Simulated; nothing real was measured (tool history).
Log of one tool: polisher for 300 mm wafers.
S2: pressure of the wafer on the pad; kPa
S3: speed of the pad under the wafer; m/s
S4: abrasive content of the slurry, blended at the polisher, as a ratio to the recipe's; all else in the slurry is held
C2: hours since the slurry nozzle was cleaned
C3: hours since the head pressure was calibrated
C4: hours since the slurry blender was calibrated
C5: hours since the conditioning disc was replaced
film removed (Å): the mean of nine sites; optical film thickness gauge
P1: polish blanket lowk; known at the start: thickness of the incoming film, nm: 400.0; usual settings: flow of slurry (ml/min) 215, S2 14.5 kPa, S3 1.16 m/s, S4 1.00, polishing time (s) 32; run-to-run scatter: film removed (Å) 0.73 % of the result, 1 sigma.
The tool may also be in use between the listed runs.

{"run": 1, "hour": 13.3, "flow of slurry (ml/min)": 215, "S2": 14.5, "S3": 1.16, "S4": 1.0, "polishing time (s)": 32, "wafers polished on this pad": 760, "C2": 158.4, "C3": 333.7, "C4": 53.1, "C5": 267.3, "film removed (Å)": 184.28}
{"run": 2, "hour": 25.8, "flow of slurry (ml/min)": 340, "S2": 14.5, "S3": 1.16, "S4": 1.0, "polishing time (s)": 32, "wafers polished on this pad": 990, "C2": 170.9, "C3": 346.2, "C4": 65.6, "C5": 279.8, "film removed (Å)": 193.07}
{"hour": 42.3, "done": "slurry nozzle cleaned"}
{"run": 3, "hour": 44.5, "flow of slurry (ml/min)": 130, "S2": 14.5, "S3": 1.16, "S4": 1.0, "polishing time (s)": 32, "wafers polished on this pad": 1332, "C2": 2.2, "C3": 364.9, "C4": 84.3, "C5": 298.5, "film removed (Å)": 169.82}
{"run": 4, "hour": 53.4, "flow of slurry (ml/min)": 215, "S2": 14.5, "S3": 1.16, "S4": 1.0, "polishing time (s)": 32, "wafers polished on this pad": 1495, "C2": 11.1, "C3": 373.8, "C4": 93.2, "C5": 307.4, "film removed (Å)": 184.61}
{"run": 5, "hour": 70.7, "flow of slurry (ml/min)": 215, "S2": 14.5, "S3": 1.16, "S4": 1.0, "polishing time (s)": 17, "wafers polished on this pad": 1813, "C2": 28.4, "C3": 391.1, "C4": 110.5, "C5": 324.7, "film removed (Å)": 97.771}
{"run": 6, "hour": 83.5, "flow of slurry (ml/min)": 215, "S2": 14.5, "S3": 1.66, "S4": 1.0, "polishing time (s)": 32, "wafers polished on this pad": 2047, "C2": 41.2, "C3": 403.9, "C4": 123.3, "C5": 337.5, "film removed (Å)": 245.85}
{"run": 7, "hour": 95.4, "flow of slurry (ml/min)": 215, "S2": 14.5, "S3": 1.16, "S4": 1.0, "polishing time (s)": 32, "wafers polished on this pad": 2265, "C2": 53.1, "C3": 415.8, "C4": 135.2, "C5": 349.4, "film removed (Å)": 184.29}
{"run": 8, "hour": 109.2, "flow of slurry (ml/min)": 215, "S2": 14.5, "S3": 0.52, "S4": 1.0, "polishing time (s)": 32, "wafers polished on this pad": 2518, "C2": 66.9, "C3": 429.6, "C4": 149.0, "C5": 363.2, "film removed (Å)": 96.382}
{"run": 9, "hour": 123.0, "flow of slurry (ml/min)": 215, "S2": 14.5, "S3": 1.16, "S4": 1.0, "polishing time (s)": 32, "wafers polished on this pad": 2771, "C2": 80.7, "C3": 443.4, "C4": 162.8, "C5": 377.0, "film removed (Å)": 183.88}
{"run": 10, "hour": 134.7, "flow of slurry (ml/min)": 215, "S2": 14.5, "S3": 1.16, "S4": 1.45, "polishing time (s)": 32, "wafers polished on this pad": 2986, "C2": 92.4, "C3": 455.1, "C4": 174.5, "C5": 388.7, "film removed (Å)": 213.29}
{"run": 11, "hour": 149.9, "flow of slurry (ml/min)": 215, "S2": 10.3, "S3": 1.16, "S4": 1.0, "polishing time (s)": 32, "wafers polished on this pad": 3264, "C2": 107.6, "C3": 470.3, "C4": 189.7, "C5": 403.9, "film removed (Å)": 132.3}
{"hour": 154.9, "done": "conditioning disc replaced and pad reconditioned"}
{"run": 12, "hour": 159.4, "flow of slurry (ml/min)": 215, "S2": 14.5, "S3": 1.16, "S4": 1.0, "polishing time (s)": 50, "wafers polished on this pad": 3438, "C2": 117.1, "C3": 479.8, "C4": 199.2, "C5": 4.6, "film removed (Å)": 284.55}
{"run": 13, "hour": 175.3, "flow of slurry (ml/min)": 215, "S2": 14.5, "S3": 1.16, "S4": 1.0, "polishing time (s)": 32, "wafers polished on this pad": 3730, "C2": 133.0, "C3": 495.7, "C4": 215.1, "C5": 20.5, "film removed (Å)": 184.69}
{"run": 14, "hour": 186.8, "flow of slurry (ml/min)": 305, "S2": 14.5, "S3": 0.84, "S4": 1.0, "polishing time (s)": 32, "wafers polished on this pad": 3941, "C2": 144.5, "C3": 507.2, "C4": 226.6, "C5": 32.0, "film removed (Å)": 145.33}
{"run": 15, "hour": 205.2, "flow of slurry (ml/min)": 130, "S2": 14.5, "S3": 1.16, "S4": 1.0, "polishing time (s)": 16, "wafers polished on this pad": 4278, "C2": 162.9, "C3": 525.6, "C4": 245.0, "C5": 50.4, "film removed (Å)": 85.115}
{"run": 16, "hour": 215.0, "flow of slurry (ml/min)": 215, "S2": 22.1, "S3": 1.16, "S4": 1.0, "polishing time (s)": 32, "wafers polished on this pad": 4457, "C2": 172.7, "C3": 535.4, "C4": 254.8, "C5": 60.2, "film removed (Å)": 278.93}
{"run": 17, "hour": 225.9, "flow of slurry (ml/min)": 215, "S2": 14.5, "S3": 1.16, "S4": 0.55, "polishing time (s)": 32, "wafers polished on this pad": 4657, "C2": 183.6, "C3": 546.3, "C4": 265.7, "C5": 71.1, "film removed (Å)": 134.4}
{"run": 18, "hour": 241.6, "flow of slurry (ml/min)": 215, "S2": 14.5, "S3": 1.16, "S4": 1.0, "polishing time (s)": 32, "wafers polished on this pad": 4945, "C2": 199.3, "C3": 562.0, "C4": 281.4, "C5": 86.8, "film removed (Å)": 182.7}
{"run": 19, "hour": 250.4, "flow of slurry (ml/min)": 215, "S2": 14.5, "S3": 1.16, "S4": 1.0, "polishing time (s)": 32, "wafers polished on this pad": 5106, "C2": 208.1, "C3": 570.8, "C4": 290.2, "C5": 95.6, "film removed (Å)": 178.74}
{"run": 20, "hour": 266.7, "flow of slurry (ml/min)": 215, "S2": 14.5, "S3": 1.16, "S4": 1.0, "polishing time (s)": 32, "wafers polished on this pad": 5405, "C2": 224.4, "C3": 587.1, "C4": 306.5, "C5": 111.9, "film removed (Å)": 169.1}

Forecast run 21:
{"hour": 273.9, "done": "slurry nozzle cleaned"}
{"run": 21, "hour": 277.1, "flow of slurry (ml/min)": 215, "S2": 14.5, "S3": 1.16, "S4": 1.0, "polishing time (s)": 32, "wafers polished on this pad": 5596, "C2": 3.3, "C3": 597.5, "C4": 316.9, "C5": 122.3, "film removed (Å)": "?"}

Run 21 gave film removed (Å) 163.230.

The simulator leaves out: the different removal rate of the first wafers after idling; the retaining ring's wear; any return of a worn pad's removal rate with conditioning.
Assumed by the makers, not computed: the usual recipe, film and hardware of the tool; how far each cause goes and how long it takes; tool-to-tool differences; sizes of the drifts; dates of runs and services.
